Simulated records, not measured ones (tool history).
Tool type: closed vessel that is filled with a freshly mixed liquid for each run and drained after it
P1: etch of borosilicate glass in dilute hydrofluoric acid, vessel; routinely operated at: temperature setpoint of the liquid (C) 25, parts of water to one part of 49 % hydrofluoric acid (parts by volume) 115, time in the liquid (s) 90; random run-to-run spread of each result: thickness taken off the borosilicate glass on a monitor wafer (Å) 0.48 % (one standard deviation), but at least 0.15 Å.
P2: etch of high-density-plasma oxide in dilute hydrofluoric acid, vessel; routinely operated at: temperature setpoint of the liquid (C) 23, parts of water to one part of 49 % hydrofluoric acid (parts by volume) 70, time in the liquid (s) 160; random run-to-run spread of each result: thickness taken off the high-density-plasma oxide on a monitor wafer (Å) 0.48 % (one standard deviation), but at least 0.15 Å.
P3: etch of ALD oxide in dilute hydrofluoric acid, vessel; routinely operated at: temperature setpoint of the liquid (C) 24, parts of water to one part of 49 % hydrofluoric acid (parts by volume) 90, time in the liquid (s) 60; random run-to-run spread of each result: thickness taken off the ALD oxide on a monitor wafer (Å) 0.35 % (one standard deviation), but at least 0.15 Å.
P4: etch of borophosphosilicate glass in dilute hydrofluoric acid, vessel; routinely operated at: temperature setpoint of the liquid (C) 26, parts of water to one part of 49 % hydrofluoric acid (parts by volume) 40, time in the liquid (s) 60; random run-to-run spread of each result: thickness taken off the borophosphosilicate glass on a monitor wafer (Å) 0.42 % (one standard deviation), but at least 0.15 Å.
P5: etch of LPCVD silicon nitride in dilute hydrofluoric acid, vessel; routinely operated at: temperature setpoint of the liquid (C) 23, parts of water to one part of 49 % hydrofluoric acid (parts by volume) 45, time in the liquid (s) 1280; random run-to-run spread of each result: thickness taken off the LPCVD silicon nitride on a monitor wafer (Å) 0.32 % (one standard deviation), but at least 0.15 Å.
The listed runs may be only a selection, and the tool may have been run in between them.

run	hour	process that ran	temperature setpoint of the liquid (C)	parts of water to one part of 49 % hydrofluoric acid (parts by volume)	time in the liquid (s)	hours since the thermometer was replaced	hours since the hydrofluoric acid flow meter was replaced	thickness taken off the borosilicate glass on a monitor wafer (Å)	thickness taken off the ALD oxide on a monitor wafer (Å)	thickness taken off the borophosphosilicate glass on a monitor wafer (Å)	thickness taken off the LPCVD silicon nitride on a monitor wafer (Å)	thickness taken off the high-density-plasma oxide on a monitor wafer (Å)
1	15	P1	25	115	90	1104.5	1017.2	196.86				
2	31.2	P3	24	90	60	1120.7	1033.4		169.99			
3	45.1	P1	20.5	115	90	1134.6	1047.3	164.19				
4	61	P1	25	115	90	1150.5	1063.2	198.62				
5	70.4	P4	18	40	60	1159.9	1072.6			487.27		
6	82.6	P1	25	115	90	1172.1	1084.8	196.46				
7	97.9	P1	25	115	90	1187.4	1100.1	197.37				
8	115.1	P4	26	70	60	1204.6	1117.3			372.53		
9	129.1	P3	24	90	60	1218.6	1131.3		169.02			
10	139.5	P5	23	45	1280	1229	1141.7				111.18	
11	157.2	P1	25	60	45	1246.7	1159.4	203.03				
12	166.8	P1	25	115	160	1256.3	1169	350.05				
13	182.6	P2	23	70	160	1272.1	1184.8					160.89
14	199	P1	25	40	90	1288.5	1201.2	626.95				
15	216.2	P5	23	45	1280	1305.7	1218.4				111.38	
16	226.8	P5	23	70	1280	1316.3	1229				72.59	
17	235.8	P2	23	70	30	1325.3	1238					29.367
18	249.3	P3	32	90	60	1338.8	1251.5		233.39			
19	265.7	P5	31	45	1280	1355.2	1267.9				188.59	
20	276.1	P4	26	40	90	1365.6	1278.3			1027.6		
21	284.2	P2	23	30	160	1373.7	1286.4					392.21
22	293.2	P3	24	25	60	1382.7	1295.4		666.45			
23	302	P2	23	70	160	1391.5	1304.2					157.96
24	311.8	P4	26	40	60	1401.3	1314			685.6		
25	320.7	P1	31.5	115	90	1410.2	1322.9	251.95				
26	337.6	P1	25	115	90	1427.1	1339.8	195.93				
27	346	P1	25	115	30	1435.5	1348.2	64.829				
28	360	P2	18.5	70	160	1449.5	1362.2					132.29
29	369.6	P1	25	115	90	1459.1	1371.8	195.74				
30	378.1	P1	25	205	90	1467.6	1380.3	99.808				
31	393	P3	24	90	100	1482.5	1395.2		283.91			

Run 32 comes next. What will it give?
32	401.5	P5	23	45	75	1491	1403.7				?	

{"run 32": {"thickness taken off the LPCVD silicon nitride on a monitor wafer (Å)": 6.4385}}
